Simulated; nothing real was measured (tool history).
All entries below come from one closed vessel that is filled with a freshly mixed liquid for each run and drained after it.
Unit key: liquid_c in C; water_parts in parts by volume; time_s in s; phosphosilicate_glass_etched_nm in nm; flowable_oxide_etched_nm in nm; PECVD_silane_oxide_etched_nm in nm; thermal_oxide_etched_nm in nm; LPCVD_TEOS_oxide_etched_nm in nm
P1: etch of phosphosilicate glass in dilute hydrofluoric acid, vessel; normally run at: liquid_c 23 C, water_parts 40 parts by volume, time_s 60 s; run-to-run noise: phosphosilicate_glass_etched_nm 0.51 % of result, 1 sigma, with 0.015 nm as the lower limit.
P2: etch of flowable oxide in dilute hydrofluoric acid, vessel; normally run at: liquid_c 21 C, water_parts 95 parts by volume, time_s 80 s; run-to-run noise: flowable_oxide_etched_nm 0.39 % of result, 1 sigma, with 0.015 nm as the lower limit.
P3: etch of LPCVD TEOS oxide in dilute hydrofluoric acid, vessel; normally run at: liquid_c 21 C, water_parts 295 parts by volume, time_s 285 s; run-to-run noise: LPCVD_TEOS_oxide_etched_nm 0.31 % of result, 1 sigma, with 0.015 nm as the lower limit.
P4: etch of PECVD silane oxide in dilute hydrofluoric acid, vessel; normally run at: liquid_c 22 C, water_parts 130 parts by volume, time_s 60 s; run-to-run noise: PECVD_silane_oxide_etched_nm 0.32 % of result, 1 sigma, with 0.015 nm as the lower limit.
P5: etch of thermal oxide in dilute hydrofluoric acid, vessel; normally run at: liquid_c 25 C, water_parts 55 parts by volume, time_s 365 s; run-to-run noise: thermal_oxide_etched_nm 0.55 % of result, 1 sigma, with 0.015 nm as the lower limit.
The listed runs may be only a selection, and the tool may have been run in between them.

| run | day | process | liquid_c | water_parts | time_s | hours since the thermometer was replaced | hours since the hydrofluoric acid flow meter was replaced | phosphosilicate_glass_etched_nm | flowable_oxide_etched_nm | PECVD_silane_oxide_etched_nm | thermal_oxide_etched_nm | LPCVD_TEOS_oxide_etched_nm |
|---|---|---|---|---|---|---|---|---|---|---|---|---|
| 1 | 0.179 | P1 | 23 | 40 | 60 | 479.8 | 541.6 | 126.33 |  |  |  |  |
| 2 | 0.317 | P2 | 21 | 145 | 80 | 483.1 | 544.9 |  | 13.653 |  |  |  |
| 3 | 0.462 | P1 | 17 | 40 | 115 | 486.6 | 548.4 | 189.04 |  |  |  |  |
| 4 | 0.562 | P2 | 21 | 95 | 80 | 489 | 550.8 |  | 21.971 |  |  |  |
| 5 | 0.771 | P4 | 17 | 130 | 60 | 494 | 555.8 |  |  | 16.603 |  |  |
| 6 | 0.879 | P5 | 25 | 55 | 365 | 496.6 | 558.4 |  |  |  | 32.621 |  |
| 7 | 1.004 | P4 | 22 | 130 | 30 | 499.6 | 561.4 |  |  | 10.09 |  |  |
| 8 | 1.117 | P1 | 23 | 40 | 30 | 502.3 | 564.1 | 63.941 |  |  |  |  |
| 9 | 1.25 | P1 | 23 | 40 | 60 | 505.5 | 567.3 | 125.91 |  |  |  |  |
| 10 | 1.408 | P1 | 23 | 40 | 120 | 509.3 | 571.1 | 252.91 |  |  |  |  |
| 11 | 1.521 | P1 | 23 | 55 | 60 | 512 | 573.8 | 90.381 |  |  |  |  |
| 12 | 1.725 | P3 | 27.5 | 295 | 285 | 516.9 | 578.7 |  |  |  |  | 48.877 |
| 13 | 1.929 | P2 | 17 | 95 | 80 | 521.8 | 583.6 |  | 18.716 |  |  |  |
| 14 | 2.075 | P1 | 23 | 40 | 60 | 525.3 | 587.1 | 126.79 |  |  |  |  |
| 15 | 2.262 | P1 | 27 | 70 | 60 | 529.8 | 591.6 | 82.151 |  |  |  |  |
| 16 | 2.4 | P5 | 25 | 55 | 365 | 533.1 | 594.9 |  |  |  | 32.535 |  |
| 17 | 2.592 | P3 | 21 | 295 | 285 | 537.7 | 599.5 |  |  |  |  | 39.12 |
| 18 | 2.688 | P1 | 23 | 20 | 60 | 540 | 601.8 | 259.14 |  |  |  |  |
| 19 | 2.783 | P1 | 23 | 20 | 90 | 542.3 | 604.1 | 391.07 |  |  |  |  |
| 20 | 2.958 | P3 | 21 | 105 | 285 | 546.5 | 608.3 |  |  |  |  | 133.14 |
| 21 | 3.108 | P4 | 22 | 215 | 60 | 550.1 | 611.9 |  |  | 11.175 |  |  |
| 22 | 3.308 | P5 | 25 | 20 | 365 | 554.9 | 616.7 |  |  |  | 94.117 |  |
| 23 | 3.467 | P1 | 19.5 | 40 | 60 | 558.7 | 620.5 | 109.12 |  |  |  |  |
| 24 | 3.625 | P3 | 21 | 295 | 525 | 562.5 | 624.3 |  |  |  |  | 71.484 |
| 25 | 3.8 | P5 | 17.5 | 55 | 365 | 566.7 | 628.5 |  |  |  | 23.97 |  |
| 26 | 3.962 | P5 | 25 | 55 | 650 | 570.6 | 632.4 |  |  |  | 58.296 |  |
| 27 | 4.121 | P4 | 22 | 130 | 60 | 574.4 | 636.2 |  |  | 20.263 |  |  |
| 28 | 4.233 | P1 | 23 | 40 | 60 | 577.1 | 638.9 | 126.97 |  |  |  |  |
| 29 | 4.4 | P2 | 21 | 95 | 120 | 581.1 | 642.9 |  | 33.108 |  |  |  |
| 30 | 4.508 | P1 | 23 | 40 | 60 | 583.7 | 645.5 | 125.33 |  |  |  |  |
| 31 | 4.65 | P1 | 29 | 40 | 60 | 587.1 | 648.9 | 161.82 |  |  |  |  |
| 32 | 4.85 | P1 | 23 | 40 | 60 | 591.9 | 653.7 | 126.25 |  |  |  |  |
| 33 | 4.988 | P1 | 23 | 40 | 60 | 595.2 | 657 | 122.02 |  |  |  |  |
| 34 | 5.104 | P1 | 23 | 40 | 60 | 598 | 659.8 | 119.57 |  |  |  |  |
| 35 | 5.208 | P1 | 23 | 40 | 60 | 600.5 | 662.3 | 117.99 |  |  |  |  |
| 36 | 5.388 | P1 | 23 | 40 | 60 | 604.8 | 666.6 | 116.63 |  |  |  |  |
| 37 | 5.546 | P1 | 23 | 40 | 60 | 608.6 | 670.4 | 116.06 |  |  |  |  |
| 38 | 5.746 | P1 | 23 | 40 | 60 | 613.4 | 675.2 | 114.43 |  |  |  |  |
| 39 | 5.95 | P1 | 23 | 40 | 60 | 618.3 | 680.1 | 113.96 |  |  |  |  |
| 40 | 6.054 | P1 | 23 | 40 | 60 | 620.8 | 682.6 | 113.74 |  |  |  |  |

What P1 gives has crept away from where it was. These 2 causes fit the log equally well, each at the size given:
A: liquid colder than its thermometer reads (K) = 2.37
B: hydrofluoric acid flow below the setpoint (%) = 9.04
The gradual shift began around day 4.85.

Each of the 4 check runs below uses one wafer; its results are left as question marks. Which run tells the causes apart?
| check 1 | 6.158 | P3 | 26 | 295 | 285 |  |  |  |  |  |  | ? |
| check 2 | 6.158 | P2 | 17 | 95 | 80 |  |  |  | ? |  |  |  |
| check 3 | 6.158 | P5 | 25 | 30 | 365 |  |  |  |  |  | ? |  |
| check 4 | 6.158 | P4 | 17 | 130 | 30 |  |  |  |  | ? |  |  |

If the cause were each of the candidates in turn, the checks would give the following:
| check | result | if A | if B |
|---|---|---|---|
| check 1 | LPCVD_TEOS_oxide_etched_nm | 42.75 | 40.971 |
| check 2 | flowable_oxide_etched_nm | 16.842 | 16.787 |
| check 3 | thermal_oxide_etched_nm | 56.052 | 56.079 |
| check 4 | PECVD_silane_oxide_etched_nm | 7.4697 | 7.4092 |
Separation of the two closest causes in each check, using whichever result separates them best: check 1 4.25 %; check 2 0.32 %; check 3 0.05 %; check 4 0.81 %
The causes can be told apart only by check 1. The other checks would give nearly the same results under each of them.

The results of check 1 are: LPCVD_TEOS_oxide_etched_nm 40.777 nm. Based on these, which of the listed causes is it?

The correct cause is B, namely: hydrofluoric acid flow below the setpoint (%).
